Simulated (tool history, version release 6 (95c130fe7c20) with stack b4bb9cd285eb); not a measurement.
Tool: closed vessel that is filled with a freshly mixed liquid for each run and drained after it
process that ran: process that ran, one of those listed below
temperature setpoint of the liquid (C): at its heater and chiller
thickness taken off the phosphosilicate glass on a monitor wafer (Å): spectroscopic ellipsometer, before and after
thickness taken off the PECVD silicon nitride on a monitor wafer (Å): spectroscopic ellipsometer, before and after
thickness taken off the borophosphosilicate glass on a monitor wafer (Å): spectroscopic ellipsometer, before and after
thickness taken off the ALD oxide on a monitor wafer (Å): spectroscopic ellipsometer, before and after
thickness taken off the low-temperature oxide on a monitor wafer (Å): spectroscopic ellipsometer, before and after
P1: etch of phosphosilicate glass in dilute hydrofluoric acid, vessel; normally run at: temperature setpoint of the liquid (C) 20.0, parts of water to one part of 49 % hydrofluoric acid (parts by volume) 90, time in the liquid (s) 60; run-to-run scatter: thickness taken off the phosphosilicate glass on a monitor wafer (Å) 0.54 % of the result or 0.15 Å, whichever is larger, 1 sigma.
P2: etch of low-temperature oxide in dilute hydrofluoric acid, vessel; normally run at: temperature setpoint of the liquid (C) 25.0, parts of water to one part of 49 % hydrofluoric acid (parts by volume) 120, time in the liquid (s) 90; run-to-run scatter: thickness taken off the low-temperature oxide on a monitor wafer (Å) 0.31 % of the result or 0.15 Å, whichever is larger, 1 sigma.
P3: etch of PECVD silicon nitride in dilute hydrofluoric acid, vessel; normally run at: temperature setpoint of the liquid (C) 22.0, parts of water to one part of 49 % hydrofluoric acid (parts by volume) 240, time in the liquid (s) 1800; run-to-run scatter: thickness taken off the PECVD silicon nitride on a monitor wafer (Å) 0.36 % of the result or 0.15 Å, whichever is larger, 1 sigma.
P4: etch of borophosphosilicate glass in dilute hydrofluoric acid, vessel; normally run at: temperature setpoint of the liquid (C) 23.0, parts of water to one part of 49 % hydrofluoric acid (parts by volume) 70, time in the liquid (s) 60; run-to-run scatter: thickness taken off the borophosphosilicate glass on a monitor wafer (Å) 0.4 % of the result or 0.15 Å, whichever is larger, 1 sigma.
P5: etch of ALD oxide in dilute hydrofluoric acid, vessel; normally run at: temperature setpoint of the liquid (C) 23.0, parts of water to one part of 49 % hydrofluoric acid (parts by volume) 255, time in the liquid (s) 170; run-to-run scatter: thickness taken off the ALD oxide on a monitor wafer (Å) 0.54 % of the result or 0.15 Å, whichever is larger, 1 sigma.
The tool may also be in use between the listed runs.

| run | hour | process that ran | temperature setpoint of the liquid (C) | parts of water to one part of 49 % hydrofluoric acid (parts by volume) | time in the liquid (s) | hours since the thermometer was replaced | hours since the hydrofluoric acid flow meter was replaced | thickness taken off the phosphosilicate glass on a monitor wafer (Å) | thickness taken off the PECVD silicon nitride on a monitor wafer (Å) | thickness taken off the borophosphosilicate glass on a monitor wafer (Å) | thickness taken off the ALD oxide on a monitor wafer (Å) | thickness taken off the low-temperature oxide on a monitor wafer (Å) |
|---|---|---|---|---|---|---|---|---|---|---|---|---|
| 1 | 16.3 | P1 | 20.0 | 90 | 60 | 1458.9 | 324.8 | 345.48 |  |  |  |  |
| 2 | 33.9 | P1 | 20.0 | 130 | 60 | 1476.5 | 342.4 | 228.18 |  |  |  |  |
| 3 | 49.1 | P3 | 22.0 | 105 | 1800 | 1491.7 | 357.6 |  | 413.170 |  |  |  |
| 4 | 61.5 | P1 | 20.0 | 90 | 60 | 1504.1 | 370.0 | 344.52 |  |  |  |  |
| 5 | 77.1 | P4 | 23.0 | 105 | 60 | 1519.7 | 385.6 |  |  | 149.59 |  |  |
| 6 | 85.6 | P4 | 23.0 | 70 | 60 | 1528.2 | 394.1 |  |  | 233.09 |  |  |
| 7 | 103.4 | P5 | 23.0 | 60 | 170 | 1546.0 | 411.9 |  |  |  | 747.19 |  |
| 8 | 112.5 | P1 | 17.0 | 130 | 60 | 1555.1 | 421.0 | 202.63 |  |  |  |  |
| 9 | 123.6 | P1 | 20.0 | 90 | 60 | 1566.2 | 432.1 | 343.72 |  |  |  |  |
| 10 | 134.5 | P5 | 18.5 | 255 | 170 | 1577.1 | 443.0 |  |  |  | 118.93 |  |
| 11 | 144.8 | P2 | 19.5 | 120 | 90 | 1587.4 | 453.3 |  |  |  |  | 202.300 |
|  | 144.9 | hydrofluoric acid flow meter replaced |
| 12 | 158.6 | P1 | 17.0 | 90 | 60 | 1601.2 | 13.7 | 303.53 |  |  |  |  |
| 13 | 166.9 | P1 | 20.0 | 90 | 60 | 1609.5 | 22.0 | 347.93 |  |  |  |  |
| 14 | 182.9 | P5 | 23.0 | 255 | 250 | 1625.5 | 38.0 |  |  |  | 208.33 |  |
| 15 | 196.1 | P5 | 23.0 | 255 | 170 | 1638.7 | 51.2 |  |  |  | 141.48 |  |
| 16 | 207.0 | P2 | 25.0 | 120 | 30 | 1649.6 | 62.1 |  |  |  |  | 83.804 |
| 17 | 215.6 | P1 | 24.5 | 90 | 110 | 1658.2 | 70.7 | 765.26 |  |  |  |  |
| 18 | 231.6 | P3 | 17.5 | 240 | 1800 | 1674.2 | 86.7 |  | 135.440 |  |  |  |
| 19 | 244.8 | P2 | 25.0 | 20 | 90 | 1687.4 | 99.9 |  |  |  |  | 1718.300 |
| 20 | 253.4 | P1 | 20.0 | 40 | 60 | 1696.0 | 108.5 | 826.44 |  |  |  |  |
| 21 | 268.2 | P2 | 25.0 | 120 | 90 | 1710.8 | 123.3 |  |  |  |  | 252.140 |
| 22 | 285.1 | P1 | 20.0 | 90 | 30 | 1727.7 | 140.2 | 171.73 |  |  |  |  |
| 23 | 294.8 | P4 | 17.0 | 70 | 60 | 1737.4 | 149.9 |  |  | 182.83 |  |  |
| 24 | 309.8 | P1 | 20.0 | 90 | 90 | 1752.4 | 164.9 | 517.61 |  |  |  |  |
| 25 | 318.5 | P1 | 25.5 | 20 | 60 | 1761.1 | 173.6 | 2123.70 |  |  |  |  |
| 26 | 328.2 | P1 | 26.5 | 90 | 60 | 1770.8 | 183.3 | 447.60 |  |  |  |  |
| 27 | 338.6 | P1 | 20.0 | 90 | 60 | 1781.2 | 193.7 | 348.22 |  |  |  |  |
| 28 | 352.9 | P3 | 22.0 | 240 | 1800 | 1795.5 | 208.0 |  | 184.540 |  |  |  |
|  | 357.8 | thermometer replaced |
| 29 | 369.4 | P4 | 23.0 | 70 | 30 | 11.6 | 224.5 |  |  | 116.67 |  |  |
| 30 | 380.1 | P4 | 23.0 | 70 | 60 | 22.3 | 235.2 |  |  | 234.77 |  |  |
| 31 | 389.0 | P3 | 22.0 | 240 | 515 | 31.2 | 244.1 |  | 52.489 |  |  |  |
| 32 | 398.5 | P1 | 20.0 | 90 | 60 | 40.7 | 253.6 | 347.68 |  |  |  |  |
| 33 | 407.1 | P1 | 20.0 | 90 | 60 | 49.3 | 262.2 | 336.90 |  |  |  |  |
| 34 | 415.4 | P1 | 20.0 | 90 | 60 | 57.6 | 270.5 | 331.43 |  |  |  |  |
| 35 | 431.0 | P1 | 20.0 | 90 | 60 | 73.2 | 286.1 | 329.47 |  |  |  |  |
| 36 | 445.9 | P1 | 20.0 | 90 | 60 | 88.1 | 301.0 | 326.76 |  |  |  |  |
| 37 | 454.0 | P1 | 20.0 | 90 | 60 | 96.2 | 309.1 | 326.35 |  |  |  |  |
| 38 | 462.9 | P1 | 20.0 | 90 | 60 | 105.1 | 318.0 | 326.22 |  |  |  |  |

What P1 gives has crept away from where it was. These 2 causes fit the log equally well, each at the size given:
A: liquid colder than its thermometer reads (K) = 1.41
B: hydrofluoric acid flow below the setpoint (%) = 5.17
The creep began at about hour 398.5.

4 check runs are offered, one wafer each, their results left as question marks. Which one tells the causes apart?
| check 1 | 471.8 | P3 | 22.0 | 240 | 1100 |  |  |  | ? |  |  |  |
| check 2 | 471.8 | P5 | 23.0 | 110 | 250 |  |  |  |  |  | ? |  |
| check 3 | 471.8 | P2 | 25.0 | 45 | 90 |  |  |  |  |  |  | ? |
| check 4 | 471.8 | P4 | 19.5 | 70 | 30 |  |  |  |  | ? |  |  |

What each check would give under each cause:
| check | result | if A | if B |
|---|---|---|---|
| check 1 | thickness taken off the PECVD silicon nitride on a monitor wafer (Å) | 102.220 | 106.200 |
| check 2 | thickness taken off the ALD oxide on a monitor wafer (Å) | 530.98 | 528.95 |
| check 3 | thickness taken off the low-temperature oxide on a monitor wafer (Å) | 697.790 | 699.020 |
| check 4 | thickness taken off the borophosphosilicate glass on a monitor wafer (Å) | 95.484 | 95.688 |
How far apart the two closest causes lie, in the result that separates them most: check 1 3.82 %; check 2 0.38 %; check 3 0.18 %; check 4 0.21 %
Only check 1 tells the causes apart: in the others they would give nearly the same result.

Check 1 was then run and gave: thickness taken off the PECVD silicon nitride on a monitor wafer (Å) 105.830. Which cause is it?

It is B: hydrofluoric acid flow below the setpoint (%).

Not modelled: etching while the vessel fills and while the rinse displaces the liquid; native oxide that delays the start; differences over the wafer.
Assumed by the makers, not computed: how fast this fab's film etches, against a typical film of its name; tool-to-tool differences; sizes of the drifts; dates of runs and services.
